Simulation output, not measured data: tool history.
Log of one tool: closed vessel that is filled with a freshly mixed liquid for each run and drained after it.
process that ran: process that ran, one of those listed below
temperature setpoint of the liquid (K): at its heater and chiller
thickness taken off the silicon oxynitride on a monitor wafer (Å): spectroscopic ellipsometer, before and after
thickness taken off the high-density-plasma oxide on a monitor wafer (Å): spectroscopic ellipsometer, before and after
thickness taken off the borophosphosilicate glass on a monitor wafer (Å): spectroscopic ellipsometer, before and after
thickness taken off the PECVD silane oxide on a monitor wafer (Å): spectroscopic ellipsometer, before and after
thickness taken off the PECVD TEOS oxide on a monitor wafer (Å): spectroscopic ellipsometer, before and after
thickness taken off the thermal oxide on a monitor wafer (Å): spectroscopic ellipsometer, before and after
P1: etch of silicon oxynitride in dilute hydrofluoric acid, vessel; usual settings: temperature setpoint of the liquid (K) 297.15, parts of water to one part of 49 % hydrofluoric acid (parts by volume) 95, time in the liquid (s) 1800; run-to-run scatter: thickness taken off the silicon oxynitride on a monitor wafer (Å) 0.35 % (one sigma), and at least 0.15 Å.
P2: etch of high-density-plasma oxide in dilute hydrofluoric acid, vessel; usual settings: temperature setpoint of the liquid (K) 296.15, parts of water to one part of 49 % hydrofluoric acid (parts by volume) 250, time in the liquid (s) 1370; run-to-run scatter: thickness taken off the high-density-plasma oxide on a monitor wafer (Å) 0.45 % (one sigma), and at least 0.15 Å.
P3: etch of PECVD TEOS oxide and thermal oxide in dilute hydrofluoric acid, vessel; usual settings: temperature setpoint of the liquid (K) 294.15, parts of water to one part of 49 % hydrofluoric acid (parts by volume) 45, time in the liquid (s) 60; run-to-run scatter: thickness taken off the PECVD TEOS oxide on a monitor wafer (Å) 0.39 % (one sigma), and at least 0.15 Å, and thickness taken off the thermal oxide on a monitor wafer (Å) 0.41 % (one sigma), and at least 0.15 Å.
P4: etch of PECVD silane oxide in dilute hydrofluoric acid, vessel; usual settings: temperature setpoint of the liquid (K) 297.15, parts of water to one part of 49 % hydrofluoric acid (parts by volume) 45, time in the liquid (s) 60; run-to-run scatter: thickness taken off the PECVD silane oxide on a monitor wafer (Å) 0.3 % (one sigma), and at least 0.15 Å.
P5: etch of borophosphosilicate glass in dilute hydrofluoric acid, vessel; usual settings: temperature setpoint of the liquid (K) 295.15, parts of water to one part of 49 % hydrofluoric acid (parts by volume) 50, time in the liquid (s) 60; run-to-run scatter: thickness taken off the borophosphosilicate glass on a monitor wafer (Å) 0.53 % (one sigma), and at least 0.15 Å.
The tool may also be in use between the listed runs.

| run | day | process that ran | temperature setpoint of the liquid (K) | parts of water to one part of 49 % hydrofluoric acid (parts by volume) | time in the liquid (s) | hours since the thermometer was replaced | hours since the hydrofluoric acid flow meter was replaced | thickness taken off the silicon oxynitride on a monitor wafer (Å) | thickness taken off the high-density-plasma oxide on a monitor wafer (Å) | thickness taken off the borophosphosilicate glass on a monitor wafer (Å) | thickness taken off the PECVD silane oxide on a monitor wafer (Å) | thickness taken off the PECVD TEOS oxide on a monitor wafer (Å) | thickness taken off the thermal oxide on a monitor wafer (Å) |
|---|---|---|---|---|---|---|---|---|---|---|---|---|---|
| 1 | 0.412 | P1 | 297.15 | 95 | 1800 | 952.2 | 296.3 | 268.03 |  |  |  |  |  |
| 2 | 0.738 | P1 | 297.15 | 95 | 1800 | 960 | 304.1 | 268.12 |  |  |  |  |  |
| 3 | 1.046 | P2 | 296.15 | 250 | 240 | 967.4 | 311.5 |  | 38.803 |  |  |  |  |
| 4 | 1.408 | P2 | 296.15 | 250 | 1370 | 976.1 | 320.2 |  | 223.45 |  |  |  |  |
| 5 | 1.646 | P5 | 295.15 | 30 | 60 | 981.8 | 325.9 |  |  | 564.9 |  |  |  |
| 6 | 1.879 | P1 | 297.15 | 95 | 1800 | 987.4 | 331.5 | 269.25 |  |  |  |  |  |
| 7 | 2.283 | P5 | 295.15 | 50 | 60 | 997.1 | 341.2 |  |  | 331.39 |  |  |  |
| 8 | 2.608 | P1 | 297.15 | 95 | 1800 | 1004.9 | 349 | 266.94 |  |  |  |  |  |
| 9 | 2.921 | P4 | 297.15 | 20 | 60 | 1012.4 | 356.5 |  |  |  | 774.88 |  |  |
| 10 | 3.188 | P3 | 300.65 | 45 | 60 | 1018.8 | 362.9 |  |  |  |  | 396.57 | 73.552 |
| 11 | 3.521 | P1 | 291.65 | 160 | 1800 | 1026.8 | 370.9 | 116.06 |  |  |  |  |  |
| 12 | 3.817 | P5 | 295.15 | 50 | 60 | 1033.9 | 378 |  |  | 331 |  |  |  |
| 13 | 4.117 | P3 | 294.15 | 45 | 60 | 1041.1 | 385.2 |  |  |  |  | 301.01 | 55.902 |
| 14 | 4.488 | P4 | 292.15 | 45 | 60 | 1050 | 394.1 |  |  |  | 270.53 |  |  |
| 15 | 4.729 | P3 | 294.15 | 45 | 105 | 1055.8 | 399.9 |  |  |  |  | 529.15 | 97.957 |
| 16 | 5.033 | P1 | 297.15 | 30 | 1800 | 1063.1 | 407.2 | 893.26 |  |  |  |  |  |
| 17 | 5.271 | P1 | 297.15 | 155 | 1800 | 1068.8 | 412.9 | 156.38 |  |  |  |  |  |
| 18 | 5.592 | P2 | 296.15 | 95 | 1370 | 1076.5 | 420.6 |  | 694.68 |  |  |  |  |
| 19 | 5.858 | P1 | 297.15 | 95 | 1800 | 1082.9 | 427 | 268.45 |  |  |  |  |  |
| 20 | 6.104 | P1 | 303.65 | 95 | 1800 | 1088.8 | 432.9 | 361.8 |  |  |  |  |  |
| 21 | 6.3 | P3 | 294.15 | 20 | 60 | 1093.5 | 437.6 |  |  |  |  | 696.42 | 130.08 |
| 22 | 6.562 | P1 | 297.15 | 95 | 3360 | 1099.8 | 443.9 | 501.85 |  |  |  |  |  |
| 23 | 6.888 | P4 | 297.15 | 45 | 60 | 1107.6 | 451.7 |  |  |  | 331.98 |  |  |
| 24 | 7.075 | P1 | 292.65 | 95 | 1800 | 1112.1 | 456.2 | 215.24 |  |  |  |  |  |
| 25 | 7.504 | P1 | 297.15 | 95 | 1800 | 1122.4 | 466.5 | 267.28 |  |  |  |  |  |
| 26 | 7.717 | P1 | 297.15 | 95 | 1800 | 1127.5 | 471.6 | 267.52 |  |  |  |  |  |
| 27 | 8.029 | P5 | 290.65 | 50 | 60 | 1135 | 479.1 |  |  | 274.88 |  |  |  |
| 28 | 8.358 | P4 | 297.15 | 45 | 100 | 1142.9 | 487 |  |  |  | 556.44 |  |  |
| 29 | 8.575 | P5 | 295.15 | 50 | 100 | 1148.1 | 492.2 |  |  | 551 |  |  |  |
| 30 | 8.775 | P2 | 301.15 | 250 | 1370 | 1152.9 | 497 |  | 263.61 |  |  |  |  |
| 31 | 8.975 | P1 | 297.15 | 95 | 695 | 1157.7 | 501.8 | 103.18 |  |  |  |  |  |
| 32 | 9.229 | P1 | 297.15 | 95 | 1800 | 1163.8 | 507.9 | 267.96 |  |  |  |  |  |
| 33 | 9.571 | P1 | 297.15 | 95 | 1800 | 1172 | 516.1 | 275.56 |  |  |  |  |  |
| 34 | 9.929 | P1 | 297.15 | 95 | 1800 | 1180.6 | 524.7 | 280.01 |  |  |  |  |  |
| 35 | 10.354 | P1 | 297.15 | 95 | 1800 | 1190.8 | 534.9 | 283.16 |  |  |  |  |  |
| 36 | 10.7 | P1 | 297.15 | 95 | 1800 | 1199.1 | 543.2 | 287.38 |  |  |  |  |  |
| 37 | 11.029 | P1 | 297.15 | 95 | 1800 | 1207 | 551.1 | 288.29 |  |  |  |  |  |
| 38 | 11.346 | P1 | 297.15 | 95 | 1800 | 1214.6 | 558.7 | 288.93 |  |  |  |  |  |
| 39 | 11.542 | P1 | 297.15 | 95 | 1800 | 1219.3 | 563.4 | 288.38 |  |  |  |  |  |
| 40 | 11.854 | P1 | 297.15 | 95 | 1800 | 1226.8 | 570.9 | 290.81 |  |  |  |  |  |
| 41 | 12.188 | P1 | 297.15 | 95 | 1800 | 1234.8 | 578.9 | 291.7 |  |  |  |  |  |
| 42 | 12.567 | P1 | 297.15 | 95 | 1800 | 1243.9 | 588 | 289.46 |  |  |  |  |  |

What P1 gives has crept away from where it was. These 2 causes fit the log equally well, each at the size given:
A: hydrofluoric acid flow above the setpoint (%) = 7.56
B: liquid hotter than its thermometer reads (K) = 1.67
The creep began at about day 9.229.

4 check runs are offered, each on 2 wafers whose results are averaged, their results left as question marks. Which one tells the causes apart?
| check 1 | 12.946 | P5 | 290.65 | 50 | 95 |  |  |  |  | ? |  |  |  |
| check 2 | 12.946 | P2 | 296.15 | 250 | 255 |  |  |  | ? |  |  |  |  |
| check 3 | 12.946 | P3 | 299.15 | 20 | 60 |  |  |  |  |  |  | ? | ? |
| check 4 | 12.946 | P4 | 292.15 | 30 | 60 |  |  |  |  |  | ? |  |  |

What each check would give under each cause:
| check | result | if A | if B |
|---|---|---|---|
| check 1 | thickness taken off the borophosphosilicate glass on a monitor wafer (Å) | 467.64 | 465.36 |
| check 2 | thickness taken off the high-density-plasma oxide on a monitor wafer (Å) | 45.414 | 44.042 |
| check 3 | thickness taken off the PECVD TEOS oxide on a monitor wafer (Å) | 931.15 | 925.52 |
| check 3 | thickness taken off the thermal oxide on a monitor wafer (Å) | 173.56 | 172.51 |
| check 4 | thickness taken off the PECVD silane oxide on a monitor wafer (Å) | 444.04 | 442.56 |
How far apart the two closest causes lie, in the result that separates them most: check 1 0.49 %; check 2 3.07 %; check 3 0.61 %; check 4 0.33 %
Check 2 tells the causes apart: in the others they would give nearly the same result.

Then check 2 was run and gave: thickness taken off the high-density-plasma oxide on a monitor wafer (Å) 45.14. Which cause is it?

It is A: hydrofluoric acid flow above the setpoint (%).
